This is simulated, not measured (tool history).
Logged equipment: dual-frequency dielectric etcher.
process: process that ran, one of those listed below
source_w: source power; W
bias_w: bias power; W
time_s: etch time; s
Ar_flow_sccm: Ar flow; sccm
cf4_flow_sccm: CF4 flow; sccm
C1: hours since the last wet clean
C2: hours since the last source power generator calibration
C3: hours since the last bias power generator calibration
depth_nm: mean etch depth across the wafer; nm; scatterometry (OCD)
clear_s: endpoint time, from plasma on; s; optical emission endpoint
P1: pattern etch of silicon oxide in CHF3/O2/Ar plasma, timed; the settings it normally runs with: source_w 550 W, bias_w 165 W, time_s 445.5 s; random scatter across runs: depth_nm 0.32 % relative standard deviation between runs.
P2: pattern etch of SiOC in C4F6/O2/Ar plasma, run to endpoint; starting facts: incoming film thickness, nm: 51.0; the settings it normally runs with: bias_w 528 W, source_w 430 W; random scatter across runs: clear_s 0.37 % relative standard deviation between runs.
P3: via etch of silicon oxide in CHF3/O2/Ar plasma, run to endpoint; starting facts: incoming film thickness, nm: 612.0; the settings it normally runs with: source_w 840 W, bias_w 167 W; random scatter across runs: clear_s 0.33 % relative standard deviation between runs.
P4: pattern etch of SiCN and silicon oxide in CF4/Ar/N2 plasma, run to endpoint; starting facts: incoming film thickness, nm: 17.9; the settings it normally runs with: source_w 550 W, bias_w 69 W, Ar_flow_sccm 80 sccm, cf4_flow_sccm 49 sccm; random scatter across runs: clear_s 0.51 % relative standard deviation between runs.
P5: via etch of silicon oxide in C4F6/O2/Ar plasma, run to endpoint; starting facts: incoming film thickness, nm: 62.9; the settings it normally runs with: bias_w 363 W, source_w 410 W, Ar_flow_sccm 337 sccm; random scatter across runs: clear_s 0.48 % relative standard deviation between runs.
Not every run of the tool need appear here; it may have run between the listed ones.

{"run": 1, "day": 0.521, "process": "P1", "source_w": 550, "bias_w": 165, "time_s": 445.5, "C1": 149.3, "C2": 1276.3, "C3": 841.1, "depth_nm": 860.58}
{"run": 2, "day": 0.967, "process": "P1", "source_w": 550, "bias_w": 165, "time_s": 249.5, "C1": 160, "C2": 1287, "C3": 851.8, "depth_nm": 482.33}
{"run": 3, "day": 1.4, "process": "P4", "source_w": 360, "bias_w": 69, "Ar_flow_sccm": 80, "cf4_flow_sccm": 49, "C1": 170.4, "C2": 1297.4, "C3": 862.2, "clear_s": 26.409}
{"run": 4, "day": 1.746, "process": "P4", "source_w": 550, "bias_w": 69, "Ar_flow_sccm": 80, "cf4_flow_sccm": 49, "C1": 178.7, "C2": 1305.7, "C3": 870.5, "clear_s": 17.942}
{"run": 5, "day": 2.171, "process": "P5", "source_w": 240, "bias_w": 363, "Ar_flow_sccm": 337, "C1": 188.9, "C2": 1315.9, "C3": 880.7, "clear_s": 18.694}
{"run": 6, "day": 2.562, "process": "P4", "source_w": 550, "bias_w": 69, "Ar_flow_sccm": 80, "cf4_flow_sccm": 39, "C1": 198.3, "C2": 1325.3, "C3": 890.1, "clear_s": 18.853}
{"run": 7, "day": 2.892, "process": "P1", "source_w": 330, "bias_w": 165, "time_s": 445.5, "C1": 206.2, "C2": 1333.2, "C3": 898, "depth_nm": 706.1}
{"run": 8, "day": 3.288, "process": "P2", "source_w": 430, "bias_w": 722, "C1": 215.7, "C2": 1342.7, "C3": 907.5, "clear_s": 14.519}
{"run": 9, "day": 3.746, "process": "P3", "source_w": 840, "bias_w": 167, "C1": 226.7, "C2": 1353.7, "C3": 918.5, "clear_s": 283.45}
{"run": 10, "day": 4.138, "process": "P1", "source_w": 550, "bias_w": 165, "time_s": 445.5, "C1": 236.1, "C2": 1363.1, "C3": 927.9, "depth_nm": 863.35}
{"run": 11, "day": 4.625, "process": "P2", "source_w": 430, "bias_w": 528, "C1": 247.8, "C2": 1374.8, "C3": 939.6, "clear_s": 16.284}
{"run": 12, "day": 4.946, "process": "P4", "source_w": 550, "bias_w": 50, "Ar_flow_sccm": 80, "cf4_flow_sccm": 49, "C1": 255.5, "C2": 1382.5, "C3": 947.3, "clear_s": 20.011}
{"run": 13, "day": 5.254, "process": "P1", "source_w": 550, "bias_w": 165, "time_s": 445.5, "C1": 262.9, "C2": 1389.9, "C3": 954.7, "depth_nm": 858.14}
{"run": 14, "day": 5.712, "process": "P1", "source_w": 550, "bias_w": 195, "time_s": 445.5, "C1": 273.9, "C2": 1400.9, "C3": 965.7, "depth_nm": 911.98}
{"run": 15, "day": 6.162, "process": "P1", "source_w": 430, "bias_w": 165, "time_s": 640, "C1": 284.7, "C2": 1411.7, "C3": 976.5, "depth_nm": 1124.6}
{"run": 16, "day": 6.5, "process": "P1", "source_w": 550, "bias_w": 165, "time_s": 445.5, "C1": 292.8, "C2": 1419.8, "C3": 984.6, "depth_nm": 860.9}
{"run": 17, "day": 6.954, "process": "P1", "source_w": 550, "bias_w": 111, "time_s": 445.5, "C1": 303.7, "C2": 1430.7, "C3": 995.5, "depth_nm": 760.99}
{"run": 18, "day": 7.45, "process": "P1", "source_w": 550, "bias_w": 165, "time_s": 551, "C1": 315.6, "C2": 1442.6, "C3": 1007.4, "depth_nm": 1059.9}
{"run": 19, "day": 7.833, "process": "P2", "source_w": 260, "bias_w": 528, "C1": 324.8, "C2": 1451.8, "C3": 1016.6, "clear_s": 19.608}
{"run": 20, "day": 8.2, "process": "P5", "source_w": 410, "bias_w": 363, "Ar_flow_sccm": 337, "C1": 333.6, "C2": 1460.6, "C3": 1025.4, "clear_s": 15.201}
{"run": 21, "day": 8.575, "process": "P5", "source_w": 410, "bias_w": 363, "Ar_flow_sccm": 246, "C1": 342.6, "C2": 1469.6, "C3": 1034.4, "clear_s": 14.689}
{"run": 22, "day": 8.833, "process": "P4", "source_w": 550, "bias_w": 69, "Ar_flow_sccm": 61, "cf4_flow_sccm": 49, "C1": 348.8, "C2": 1475.8, "C3": 1040.6, "clear_s": 17.308}
{"run": 23, "day": 9.079, "process": "P5", "source_w": 410, "bias_w": 508, "Ar_flow_sccm": 337, "C1": 354.7, "C2": 1481.7, "C3": 1046.5, "clear_s": 13.477}
{"run": 24, "day": 9.521, "process": "P3", "source_w": 840, "bias_w": 107, "C1": 365.3, "C2": 1492.3, "C3": 1057.1, "clear_s": 324.94}
{"run": 25, "day": 9.933, "process": "P3", "source_w": 530, "bias_w": 167, "C1": 375.2, "C2": 1502.2, "C3": 1067, "clear_s": 340.46}
{"run": 26, "day": 10.179, "process": "P2", "source_w": 430, "bias_w": 528, "C1": 381.1, "C2": 1508.1, "C3": 1072.9, "clear_s": 16.245}
{"run": 27, "day": 10.538, "process": "P5", "source_w": 410, "bias_w": 363, "Ar_flow_sccm": 337, "C1": 389.7, "C2": 1516.7, "C3": 1081.5, "clear_s": 15.31}
{"run": 28, "day": 10.867, "process": "P1", "source_w": 550, "bias_w": 165, "time_s": 445.5, "C1": 397.6, "C2": 1524.6, "C3": 1089.4, "depth_nm": 860.71}
{"run": 29, "day": 11.112, "process": "P1", "source_w": 740, "bias_w": 114, "time_s": 445.5, "C1": 403.5, "C2": 1530.5, "C3": 1095.3, "depth_nm": 859.35}
{"run": 30, "day": 11.346, "process": "P1", "source_w": 720, "bias_w": 165, "time_s": 445.5, "C1": 409.1, "C2": 1536.1, "C3": 1100.9, "depth_nm": 953.33}
{"run": 31, "day": 11.862, "process": "P1", "source_w": 550, "bias_w": 165, "time_s": 445.5, "C1": 421.5, "C2": 1548.5, "C3": 1113.3, "depth_nm": 861.59}
{"run": 32, "day": 12.233, "process": "P1", "source_w": 550, "bias_w": 165, "time_s": 445.5, "C1": 430.4, "C2": 1557.4, "C3": 1122.2, "depth_nm": 868.67}
{"run": 33, "day": 12.633, "process": "P1", "source_w": 550, "bias_w": 165, "time_s": 445.5, "C1": 440, "C2": 1567, "C3": 1131.8, "depth_nm": 869.77}
{"run": 34, "day": 13.129, "process": "P1", "source_w": 550, "bias_w": 165, "time_s": 445.5, "C1": 451.9, "C2": 1578.9, "C3": 1143.7, "depth_nm": 870.38}
{"day": 13.342, "done": "wet clean of the chamber"}
{"run": 35, "day": 13.396, "process": "P1", "source_w": 550, "bias_w": 165, "time_s": 445.5, "C1": 1.4, "C2": 1585.3, "C3": 1150.1, "depth_nm": 869.89}
{"run": 36, "day": 13.746, "process": "P1", "source_w": 550, "bias_w": 165, "time_s": 445.5, "C1": 9.8, "C2": 1593.7, "C3": 1158.5, "depth_nm": 872.57}
{"run": 37, "day": 14.196, "process": "P1", "source_w": 550, "bias_w": 165, "time_s": 445.5, "C1": 20.6, "C2": 1604.5, "C3": 1169.3, "depth_nm": 871.83}
{"run": 38, "day": 14.508, "process": "P1", "source_w": 550, "bias_w": 165, "time_s": 445.5, "C1": 28.1, "C2": 1612, "C3": 1176.8, "depth_nm": 877.03}

The output of P1 has drifted from where it used to be. Each of the 2 causes below, taken at the size shown beside it, accounts for the log equally well:
A: bias power that arrives over what is set, % = 4.92
B: source power that arrives over what is set, % = 4.27
At approximately day 11.862, the process output began to creep.
All other causes, with the reason each is excluded:
chamber walls in a state that raises the etch rate, %: its service at day 13.342 followed the start of the drift and did not put the process back to its old value

You are offered 4 check runs, listed below with question marks in place of their results; each one averages 3 wafers. Which run separates the listed causes by giving clearly different results for each?
{"run": "check 1", "day": 14.821, "process": "P5", "source_w": 270, "bias_w": 503, "Ar_flow_sccm": 337, "clear_s": "?"}
{"run": "check 2", "day": 14.821, "process": "P3", "source_w": 570, "bias_w": 119, "clear_s": "?"}
{"run": "check 3", "day": 14.821, "process": "P4", "source_w": 550, "bias_w": 51, "Ar_flow_sccm": 80, "cf4_flow_sccm": 49, "clear_s": "?"}
{"run": "check 4", "day": 14.821, "process": "P2", "source_w": 290, "bias_w": 528, "clear_s": "?"}

Predicted outcomes, by check and by cause:
check=check_1 result=clear_s if_A=15.487 if_B=15.534
check=check_2 result=clear_s if_A=362.48 if_B=361.93
check=check_3 result=clear_s if_A=19.53 if_B=19.102
check=check_4 result=clear_s if_A=18.413 if_B=18.47
Separation of the two closest causes in each check, using whichever result separates them best: check 1 0.3 %; check 2 0.15 %; check 3 2.21 %; check 4 0.31 %
Of the check runs offered, only check 3 discriminates between the causes; the rest would read about the same regardless of which cause applies.

Check 3 was carried out, with these results: clear_s 19.033 s. Which of the listed causes is responsible?

Of the candidate causes, it is B: source power that arrives over what is set, %.

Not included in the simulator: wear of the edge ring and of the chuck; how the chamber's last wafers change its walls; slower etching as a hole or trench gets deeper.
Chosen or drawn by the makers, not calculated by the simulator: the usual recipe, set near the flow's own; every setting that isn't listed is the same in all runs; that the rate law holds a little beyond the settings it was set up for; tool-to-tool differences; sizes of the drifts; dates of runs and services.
